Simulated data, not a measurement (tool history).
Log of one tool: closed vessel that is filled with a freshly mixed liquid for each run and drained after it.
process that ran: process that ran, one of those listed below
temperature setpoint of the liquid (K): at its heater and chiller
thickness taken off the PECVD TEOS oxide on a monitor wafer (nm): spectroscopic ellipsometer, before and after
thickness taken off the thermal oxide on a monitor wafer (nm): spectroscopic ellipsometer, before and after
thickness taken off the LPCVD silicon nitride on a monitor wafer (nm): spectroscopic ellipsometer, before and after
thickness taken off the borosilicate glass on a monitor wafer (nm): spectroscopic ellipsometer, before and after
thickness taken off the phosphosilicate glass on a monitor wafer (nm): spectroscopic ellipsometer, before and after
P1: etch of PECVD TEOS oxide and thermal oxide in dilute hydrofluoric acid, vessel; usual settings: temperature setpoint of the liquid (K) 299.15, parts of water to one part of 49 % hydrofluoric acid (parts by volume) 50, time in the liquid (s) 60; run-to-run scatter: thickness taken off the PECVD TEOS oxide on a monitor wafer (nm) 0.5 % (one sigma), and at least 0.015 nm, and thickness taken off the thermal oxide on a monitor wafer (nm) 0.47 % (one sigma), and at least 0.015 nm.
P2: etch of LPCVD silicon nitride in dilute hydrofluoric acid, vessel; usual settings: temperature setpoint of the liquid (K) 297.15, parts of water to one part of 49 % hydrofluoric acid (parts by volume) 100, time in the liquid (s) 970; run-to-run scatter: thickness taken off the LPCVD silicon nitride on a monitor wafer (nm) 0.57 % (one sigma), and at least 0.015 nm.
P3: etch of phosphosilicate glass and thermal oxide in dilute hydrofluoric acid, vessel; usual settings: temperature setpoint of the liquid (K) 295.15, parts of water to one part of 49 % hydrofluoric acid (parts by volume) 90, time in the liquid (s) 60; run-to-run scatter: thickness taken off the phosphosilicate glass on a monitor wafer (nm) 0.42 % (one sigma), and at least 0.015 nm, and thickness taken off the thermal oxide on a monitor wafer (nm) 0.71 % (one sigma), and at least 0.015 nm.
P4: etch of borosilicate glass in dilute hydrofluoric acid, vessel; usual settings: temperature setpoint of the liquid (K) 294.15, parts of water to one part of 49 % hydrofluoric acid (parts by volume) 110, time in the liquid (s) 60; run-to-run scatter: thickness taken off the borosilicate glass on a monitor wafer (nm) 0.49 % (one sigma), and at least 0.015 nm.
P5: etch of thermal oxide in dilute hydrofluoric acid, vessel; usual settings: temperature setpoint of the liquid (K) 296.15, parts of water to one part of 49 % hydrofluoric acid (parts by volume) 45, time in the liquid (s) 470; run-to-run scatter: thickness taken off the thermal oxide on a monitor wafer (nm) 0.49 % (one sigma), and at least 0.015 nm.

| run | hour | process that ran | temperature setpoint of the liquid (K) | parts of water to one part of 49 % hydrofluoric acid (parts by volume) | time in the liquid (s) | hours since the thermometer was replaced | hours since the hydrofluoric acid flow meter was replaced | thickness taken off the PECVD TEOS oxide on a monitor wafer (nm) | thickness taken off the thermal oxide on a monitor wafer (nm) | thickness taken off the LPCVD silicon nitride on a monitor wafer (nm) | thickness taken off the borosilicate glass on a monitor wafer (nm) | thickness taken off the phosphosilicate glass on a monitor wafer (nm) |
|---|---|---|---|---|---|---|---|---|---|---|---|---|
| 1 | 4.6 | P1 | 299.15 | 50 | 60 | 1677.7 | 191.4 | 21.715 | 6.4524 |  |  |  |
| 2 | 12.1 | P1 | 299.15 | 50 | 60 | 1685.2 | 198.9 | 21.861 | 6.5164 |  |  |  |
| 3 | 21.4 | P1 | 299.15 | 85 | 60 | 1694.5 | 208.2 | 12.195 | 3.6428 |  |  |  |
| 4 | 30.3 | P1 | 299.15 | 50 | 60 | 1703.4 | 217.1 | 21.804 | 6.443 |  |  |  |
| 5 | 36.5 | P2 | 297.15 | 100 | 185 | 1709.6 | 223.3 |  |  | 0.77298 |  |  |
| 6 | 45.9 | P4 | 299.15 | 110 | 60 | 1719 | 232.7 |  |  |  | 17.385 |  |
| 7 | 55.1 | P5 | 296.15 | 30 | 470 | 1728.2 | 241.9 |  | 79.321 |  |  |  |
| 8 | 62.5 | P2 | 297.15 | 185 | 970 | 1735.6 | 249.3 |  |  | 2.1558 |  |  |
| 9 | 67.7 | P1 | 299.15 | 30 | 30 | 1740.8 | 254.5 | 18.647 | 5.5226 |  |  |  |
| 10 | 72.5 | P4 | 294.15 | 110 | 120 | 1745.6 | 259.3 |  |  |  | 28.717 |  |
| 11 | 81.4 | P1 | 299.15 | 50 | 110 | 1754.5 | 268.2 | 39.935 | 11.889 |  |  |  |
| 12 | 90.2 | P5 | 300.65 | 45 | 470 | 1763.3 | 277 |  | 62.626 |  |  |  |
| 13 | 96.6 | P2 | 297.15 | 100 | 970 | 1769.7 | 283.4 |  |  | 3.9882 |  |  |
| 14 | 101.4 | P3 | 290.65 | 90 | 60 | 1774.5 | 288.2 |  | 2.4455 |  |  | 31.639 |
| 15 | 108.4 | P4 | 294.15 | 110 | 60 | 1781.5 | 295.2 |  |  |  | 14.331 |  |
| 16 | 118.3 | P4 | 294.15 | 110 | 60 | 1791.4 | 305.1 |  |  |  | 14.371 |  |
| 17 | 127.3 | P2 | 297.15 | 100 | 970 | 1800.4 | 314.1 |  |  | 3.9822 |  |  |
| 18 | 135.6 | P1 | 293.65 | 50 | 60 | 1808.7 | 322.4 | 17.31 | 5.1228 |  |  |  |
| 19 | 142.6 | P1 | 299.15 | 50 | 30 | 1815.7 | 329.4 | 10.897 | 3.2561 |  |  |  |
| 20 | 149.8 | P3 | 295.15 | 90 | 60 | 1822.9 | 336.6 |  | 2.981 |  |  | 38.375 |
| 21 | 159.5 | P1 | 299.15 | 50 | 60 | 1832.6 | 346.3 | 21.88 | 6.4394 |  |  |  |
| 22 | 166.7 | P3 | 295.15 | 155 | 60 | 1839.8 | 353.5 |  | 1.6032 |  |  | 20.691 |
| 23 | 172.8 | P1 | 299.15 | 50 | 60 | 1845.9 | 359.6 | 21.774 | 6.4698 |  |  |  |
| 24 | 182.1 | P1 | 305.65 | 50 | 60 | 1855.2 | 368.9 | 28.238 | 8.314 |  |  |  |
| 25 | 187.2 | P5 | 296.15 | 45 | 470 | 1860.3 | 374 |  | 52.142 |  |  |  |
| 26 | 194.5 | P1 | 299.15 | 50 | 60 | 1867.6 | 381.3 | 21.72 | 6.4086 |  |  |  |
| 27 | 204.1 | P2 | 292.65 | 100 | 970 | 1877.2 | 390.9 |  |  | 2.9554 |  |  |
| 28 | 211.9 | P3 | 295.15 | 90 | 60 | 1885 | 398.7 |  | 2.9767 |  |  | 38.545 |
| 29 | 217.6 | P5 | 296.15 | 45 | 895 | 1890.7 | 404.4 |  | 98.942 |  |  |  |
| 30 | 223.3 | P1 | 299.15 | 30 | 60 | 1896.4 | 410.1 | 37.152 | 10.884 |  |  |  |
| 31 | 231.2 | P4 | 294.15 | 55 | 60 | 1904.3 | 418 |  |  |  | 30.665 |  |
| 32 | 238.3 | P3 | 295.15 | 90 | 30 | 1911.4 | 425.1 |  | 1.4558 |  |  | 19.251 |
| 33 | 246.9 | P1 | 294.15 | 20 | 60 | 1920 | 433.7 | 45.915 | 13.676 |  |  |  |
| 34 | 254.3 | P1 | 299.15 | 50 | 60 | 1927.4 | 441.1 | 21.91 | 6.4808 |  |  |  |
| 35 | 263.2 | P1 | 299.15 | 50 | 60 | 1936.3 | 450 | 20.829 | 6.1848 |  |  |  |
| 36 | 271.3 | P1 | 299.15 | 50 | 60 | 1944.4 | 458.1 | 20.143 | 6.0025 |  |  |  |
| 37 | 278.4 | P1 | 299.15 | 50 | 60 | 1951.5 | 465.2 | 19.948 | 5.8782 |  |  |  |
| 38 | 284.3 | P1 | 299.15 | 50 | 60 | 1957.4 | 471.1 | 19.984 | 5.9374 |  |  |  |
| 39 | 291.1 | P1 | 299.15 | 50 | 60 | 1964.2 | 477.9 | 19.974 | 5.8221 |  |  |  |
| 40 | 295.6 | P1 | 299.15 | 50 | 60 | 1968.7 | 482.4 | 19.862 | 5.8511 |  |  |  |
| 41 | 301 | P1 | 299.15 | 50 | 60 | 1974.1 | 487.8 | 19.774 | 5.876 |  |  |  |
| 42 | 309.2 | P1 | 299.15 | 50 | 60 | 1982.3 | 496 | 19.612 | 5.8322 |  |  |  |

What P1 gives has crept away from where it was. These 2 causes fit the log equally well, each at the size given:
A: liquid colder than its thermometer reads (K) = 2.39
B: hydrofluoric acid flow below the setpoint (%) = 8.7
The creep began at about hour 254.3.

4 check runs are offered, one wafer each, their results left as question marks. Which one tells the causes apart?
| check 1 | 317.4 | P3 | 295.15 | 90 | 60 |  |  |  | ? |  |  | ? |
| check 2 | 317.4 | P5 | 296.15 | 45 | 470 |  |  |  | ? |  |  |  |
| check 3 | 317.4 | P4 | 294.15 | 110 | 60 |  |  |  |  |  | ? |  |
| check 4 | 317.4 | P2 | 297.15 | 100 | 970 |  |  |  |  | ? |  |  |

What each check would give under each cause:
| check | result | if A | if B |
|---|---|---|---|
| check 1 | thickness taken off the thermal oxide on a monitor wafer (nm) | 2.6955 | 2.6872 |
| check 1 | thickness taken off the phosphosilicate glass on a monitor wafer (nm) | 34.783 | 34.676 |
| check 2 | thickness taken off the thermal oxide on a monitor wafer (nm) | 47.061 | 47.241 |
| check 3 | thickness taken off the borosilicate glass on a monitor wafer (nm) | 13.013 | 12.948 |
| check 4 | thickness taken off the LPCVD silicon nitride on a monitor wafer (nm) | 3.4077 | 3.6517 |
How far apart the two closest causes lie, in the result that separates them most: check 1 0.31 %; check 2 0.38 %; check 3 0.5 %; check 4 6.92 %
Check 4 tells the causes apart: in the others they would give nearly the same result.

Then check 4 was run and gave: thickness taken off the LPCVD silicon nitride on a monitor wafer (nm) 3.6385. Which cause is it?

It is B: hydrofluoric acid flow below the setpoint (%).
